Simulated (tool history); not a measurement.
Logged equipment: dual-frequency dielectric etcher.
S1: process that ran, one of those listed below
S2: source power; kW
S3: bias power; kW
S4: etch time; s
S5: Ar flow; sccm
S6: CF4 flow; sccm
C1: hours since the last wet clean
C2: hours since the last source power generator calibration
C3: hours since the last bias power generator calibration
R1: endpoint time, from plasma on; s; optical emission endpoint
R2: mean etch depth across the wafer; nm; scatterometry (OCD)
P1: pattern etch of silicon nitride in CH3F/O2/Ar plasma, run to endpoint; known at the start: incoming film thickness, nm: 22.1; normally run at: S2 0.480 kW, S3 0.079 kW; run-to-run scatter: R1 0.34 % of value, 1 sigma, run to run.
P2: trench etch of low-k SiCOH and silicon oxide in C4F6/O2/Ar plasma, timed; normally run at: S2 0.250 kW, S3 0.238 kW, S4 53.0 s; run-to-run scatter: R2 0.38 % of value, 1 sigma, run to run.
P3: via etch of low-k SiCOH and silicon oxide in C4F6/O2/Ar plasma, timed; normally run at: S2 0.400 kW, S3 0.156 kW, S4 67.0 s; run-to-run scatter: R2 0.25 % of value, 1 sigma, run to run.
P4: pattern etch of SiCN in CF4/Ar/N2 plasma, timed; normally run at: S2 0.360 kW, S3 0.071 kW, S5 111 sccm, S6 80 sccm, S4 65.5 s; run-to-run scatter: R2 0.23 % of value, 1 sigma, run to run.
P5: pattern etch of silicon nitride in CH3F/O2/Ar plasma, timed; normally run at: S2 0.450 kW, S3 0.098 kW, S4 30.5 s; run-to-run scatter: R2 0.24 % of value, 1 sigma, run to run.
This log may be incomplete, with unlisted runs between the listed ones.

Run 1, hour 11.7: S1 P1, S2 0.480 kW, S3 0.079 kW; C1 207.2; C2 548.3; C3 3183.9. Result: R1 28.472 s.
Run 2, hour 28.0: S1 P5, S2 0.450 kW, S3 0.098 kW, S4 30.5 s; C1 223.5; C2 564.6; C3 3200.2. Result: R2 24.740 nm.
Run 3, hour 41.2: S1 P1, S2 0.350 kW, S3 0.079 kW; C1 236.7; C2 577.8; C3 3213.4. Result: R1 32.067 s.
Run 4, hour 55.6: S1 P1, S2 0.480 kW, S3 0.079 kW; C1 251.1; C2 592.2; C3 3227.8. Result: R1 28.464 s.
Run 5, hour 67.6: S1 P4, S2 0.480 kW, S3 0.071 kW, S4 65.5 s, S5 111 sccm, S6 80 sccm; C1 263.1; C2 604.2; C3 3239.8. Result: R2 60.066 nm.
Run 6, hour 83.5: S1 P1, S2 0.480 kW, S3 0.079 kW; C1 279.0; C2 620.1; C3 3255.7. Result: R1 28.805 s.
Run 7, hour 102.2: S1 P3, S2 0.400 kW, S3 0.156 kW, S4 92.5 s; C1 297.7; C2 638.8; C3 3274.4. Result: R2 238.980 nm.
Run 8, hour 115.5: S1 P3, S2 0.400 kW, S3 0.091 kW, S4 67.0 s; C1 311.0; C2 652.1; C3 3287.7. Result: R2 147.980 nm.
Run 9, hour 133.5: S1 P1, S2 0.340 kW, S3 0.053 kW; C1 329.0; C2 670.1; C3 3305.7. Result: R1 37.065 s.
Run 10, hour 144.6: S1 P5, S2 0.580 kW, S3 0.098 kW, S4 30.5 s; C1 340.1; C2 681.2; C3 3316.8. Result: R2 27.017 nm.
Run 11, hour 159.0: S1 P3, S2 0.400 kW, S3 0.156 kW, S4 67.0 s; C1 354.5; C2 695.6; C3 3331.2. Result: R2 172.940 nm.
Run 12, hour 171.1: S1 P4, S2 0.360 kW, S3 0.071 kW, S4 36.0 s, S5 111 sccm, S6 80 sccm; C1 366.6; C2 707.7; C3 3343.3. Result: R2 25.697 nm.
Run 13, hour 189.8: S1 P4, S2 0.360 kW, S3 0.092 kW, S4 65.5 s, S5 111 sccm, S6 80 sccm; C1 385.3; C2 726.4; C3 3362.0. Result: R2 51.542 nm.
Run 14, hour 204.9: S1 P2, S2 0.250 kW, S3 0.238 kW, S4 53.0 s; C1 400.4; C2 741.5; C3 3377.1. Result: R2 155.150 nm.
Run 15, hour 222.4: S1 P3, S2 0.250 kW, S3 0.156 kW, S4 67.0 s; C1 417.9; C2 759.0; C3 3394.6. Result: R2 143.520 nm.
Run 16, hour 241.2: S1 P2, S2 0.250 kW, S3 0.238 kW, S4 33.5 s; C1 436.7; C2 777.8; C3 3413.4. Result: R2 97.182 nm.
Run 17, hour 259.3: S1 P5, S2 0.450 kW, S3 0.138 kW, S4 30.5 s; C1 454.8; C2 795.9; C3 3431.5. Result: R2 27.930 nm.
Run 18, hour 271.5: S1 P2, S2 0.250 kW, S3 0.159 kW, S4 53.0 s; C1 467.0; C2 808.1; C3 3443.7. Result: R2 134.820 nm.
Run 19, hour 282.6: S1 P1, S2 0.480 kW, S3 0.079 kW; C1 478.1; C2 819.2; C3 3454.8. Result: R1 28.461 s.
Run 20, hour 297.8: S1 P1, S2 0.620 kW, S3 0.079 kW; C1 493.3; C2 834.4; C3 3470.0. Result: R1 25.961 s.
Run 21, hour 307.7: S1 P3, S2 0.400 kW, S3 0.156 kW, S4 67.0 s; C1 503.2; C2 844.3; C3 3479.9. Result: R2 172.320 nm.
Run 22, hour 317.2: S1 P1, S2 0.480 kW, S3 0.111 kW; C1 512.7; C2 853.8; C3 3489.4. Result: R1 25.408 s.
Run 23, hour 332.5: S1 P1, S2 0.480 kW, S3 0.079 kW; C1 528.0; C2 869.1; C3 3504.7. Result: R1 28.449 s.
Run 24, hour 351.7: S1 P1, S2 0.480 kW, S3 0.059 kW; C1 547.2; C2 888.3; C3 3523.9. Result: R1 31.685 s.
At hour 365.4: bias power generator calibrated.
Run 25, hour 366.6: S1 P1, S2 0.400 kW, S3 0.100 kW; C1 562.1; C2 903.2; C3 1.3. Result: R1 27.871 s.
Run 26, hour 376.1: S1 P1, S2 0.480 kW, S3 0.079 kW; C1 571.6; C2 912.7; C3 10.8. Result: R1 28.560 s.
Run 27, hour 394.4: S1 P4, S2 0.360 kW, S3 0.071 kW, S4 65.5 s, S5 157 sccm, S6 80 sccm; C1 589.9; C2 931.0; C3 29.1. Result: R2 44.396 nm.
Run 28, hour 411.9: S1 P4, S2 0.360 kW, S3 0.071 kW, S4 65.5 s, S5 111 sccm, S6 80 sccm; C1 607.4; C2 948.5; C3 46.6. Result: R2 47.034 nm.
Run 29, hour 421.6: S1 P2, S2 0.340 kW, S3 0.238 kW, S4 53.0 s; C1 617.1; C2 958.2; C3 56.3. Result: R2 173.010 nm.
Run 30, hour 430.0: S1 P4, S2 0.360 kW, S3 0.071 kW, S4 65.5 s, S5 111 sccm, S6 97 sccm; C1 625.5; C2 966.6; C3 64.7. Result: R2 48.234 nm.
Run 31, hour 444.1: S1 P1, S2 0.480 kW, S3 0.079 kW; C1 639.6; C2 980.7; C3 78.8. Result: R1 28.558 s.

What will run 32 give?
Run 32, hour 453.8: S1 P5, S2 0.450 kW, S3 0.098 kW, S4 45.5 s; C1 649.3; C2 990.4; C3 88.5. Result: R2 ?.

Logged for run 32: R2 36.678 nm.
